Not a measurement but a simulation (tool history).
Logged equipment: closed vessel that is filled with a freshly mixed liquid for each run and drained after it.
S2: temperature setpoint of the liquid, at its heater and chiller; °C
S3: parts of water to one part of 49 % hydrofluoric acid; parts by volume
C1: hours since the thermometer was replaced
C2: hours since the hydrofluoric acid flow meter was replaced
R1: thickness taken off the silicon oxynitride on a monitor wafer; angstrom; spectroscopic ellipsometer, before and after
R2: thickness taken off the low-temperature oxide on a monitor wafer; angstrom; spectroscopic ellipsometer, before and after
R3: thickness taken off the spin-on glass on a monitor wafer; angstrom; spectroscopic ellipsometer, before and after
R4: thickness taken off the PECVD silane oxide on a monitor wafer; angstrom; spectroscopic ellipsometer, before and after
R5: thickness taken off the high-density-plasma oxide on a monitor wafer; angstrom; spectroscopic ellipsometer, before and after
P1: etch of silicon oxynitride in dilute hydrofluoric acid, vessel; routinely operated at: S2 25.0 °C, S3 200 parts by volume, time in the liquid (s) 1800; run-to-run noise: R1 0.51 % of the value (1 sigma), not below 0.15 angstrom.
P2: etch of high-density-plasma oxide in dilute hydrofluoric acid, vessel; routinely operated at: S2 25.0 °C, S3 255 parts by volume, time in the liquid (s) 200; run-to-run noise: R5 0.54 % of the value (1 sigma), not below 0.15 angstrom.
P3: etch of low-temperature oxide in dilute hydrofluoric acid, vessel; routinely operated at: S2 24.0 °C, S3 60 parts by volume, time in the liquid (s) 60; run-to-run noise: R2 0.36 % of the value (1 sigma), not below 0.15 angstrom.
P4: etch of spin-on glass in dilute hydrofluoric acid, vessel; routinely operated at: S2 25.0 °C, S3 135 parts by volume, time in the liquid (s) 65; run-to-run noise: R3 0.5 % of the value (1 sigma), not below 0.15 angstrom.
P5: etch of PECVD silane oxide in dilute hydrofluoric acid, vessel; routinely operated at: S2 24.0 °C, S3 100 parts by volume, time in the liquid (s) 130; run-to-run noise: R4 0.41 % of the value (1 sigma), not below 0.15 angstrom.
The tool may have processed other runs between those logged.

run 1 hour=10.0 | process_that_ran=P1 S2=25.0 S3=200 time_in_the_liquid_(s)=1800 | C1=525.1 C2=424.2 | R1=125.340
run 2 hour=20.7 | process_that_ran=P3 S2=24.0 S3=60 time_in_the_liquid_(s)=60 | C1=535.8 C2=434.9 | R2=132.600
run 3 hour=29.7 | process_that_ran=P4 S2=25.0 S3=75 time_in_the_liquid_(s)=65 | C1=544.8 C2=443.9 | R3=388.57
run 4 hour=41.0 | process_that_ran=P1 S2=25.0 S3=200 time_in_the_liquid_(s)=1800 | C1=556.1 C2=455.2 | R1=127.410
run 5 hour=48.1 | process_that_ran=P5 S2=24.0 S3=25 time_in_the_liquid_(s)=130 | C1=563.2 C2=462.3 | R4=1890.60
run 6 hour=54.7 | process_that_ran=P3 S2=24.0 S3=60 time_in_the_liquid_(s)=60 | C1=569.8 C2=468.9 | R2=133.940
run 7 hour=60.2 | process_that_ran=P1 S2=29.0 S3=200 time_in_the_liquid_(s)=1800 | C1=575.3 C2=474.4 | R1=150.580
run 8 hour=67.1 | process_that_ran=P1 S2=30.0 S3=200 time_in_the_liquid_(s)=680 | C1=582.2 C2=481.3 | R1=59.425
run 9 hour=76.5 | process_that_ran=P1 S2=25.0 S3=335 time_in_the_liquid_(s)=1800 | C1=591.6 C2=490.7 | R1=68.703
run 10 hour=85.8 | process_that_ran=P2 S2=25.0 S3=255 time_in_the_liquid_(s)=55 | C1=600.9 C2=500.0 | R5=11.720
run 11 hour=95.9 | process_that_ran=P1 S2=25.0 S3=200 time_in_the_liquid_(s)=1800 | C1=611.0 C2=510.1 | R1=126.470
run 12 hour=103.2 | process_that_ran=P5 S2=30.5 S3=100 time_in_the_liquid_(s)=130 | C1=618.3 C2=517.4 | R4=549.91
run 13 hour=111.4 | process_that_ran=P1 S2=17.5 S3=200 time_in_the_liquid_(s)=3365 | C1=626.5 C2=525.6 | R1=167.350
run 14 hour=121.4 | process_that_ran=P4 S2=17.5 S3=135 time_in_the_liquid_(s)=65 | C1=636.5 C2=535.6 | R3=149.51
run 15 hour=128.9 | process_that_ran=P2 S2=30.0 S3=255 time_in_the_liquid_(s)=200 | C1=644.0 C2=543.1 | R5=50.052
run 16 hour=138.4 | process_that_ran=P1 S2=25.0 S3=35 time_in_the_liquid_(s)=1800 | C1=653.5 C2=552.6 | R1=820.770
run 17 hour=144.5 | process_that_ran=P3 S2=28.5 S3=60 time_in_the_liquid_(s)=60 | C1=659.6 C2=558.7 | R2=160.290
run 18 hour=154.7 | process_that_ran=P4 S2=25.0 S3=135 time_in_the_liquid_(s)=120 | C1=669.8 C2=568.9 | R3=368.88
run 19 hour=165.1 | process_that_ran=P2 S2=25.0 S3=255 time_in_the_liquid_(s)=200 | C1=680.2 C2=579.3 | R5=42.492
run 20 hour=175.4 | process_that_ran=P4 S2=25.0 S3=135 time_in_the_liquid_(s)=65 | C1=690.5 C2=589.6 | R3=200.87
run 21 hour=185.6 | process_that_ran=P1 S2=28.5 S3=305 time_in_the_liquid_(s)=1800 | C1=700.7 C2=599.8 | R1=88.127
run 22 hour=194.2 | process_that_ran=P3 S2=24.0 S3=20 time_in_the_liquid_(s)=60 | C1=709.3 C2=608.4 | R2=419.840
run 23 hour=205.0 | process_that_ran=P3 S2=24.0 S3=60 time_in_the_liquid_(s)=30 | C1=720.1 C2=619.2 | R2=66.415

What will run 24 give?
run 24 hour=216.0 | process_that_ran=P1 S2=25.0 S3=200 time_in_the_liquid_(s)=1800 | C1=731.1 C2=630.2 | R1=?

Logged for run 24: R1 125.390 angstrom.
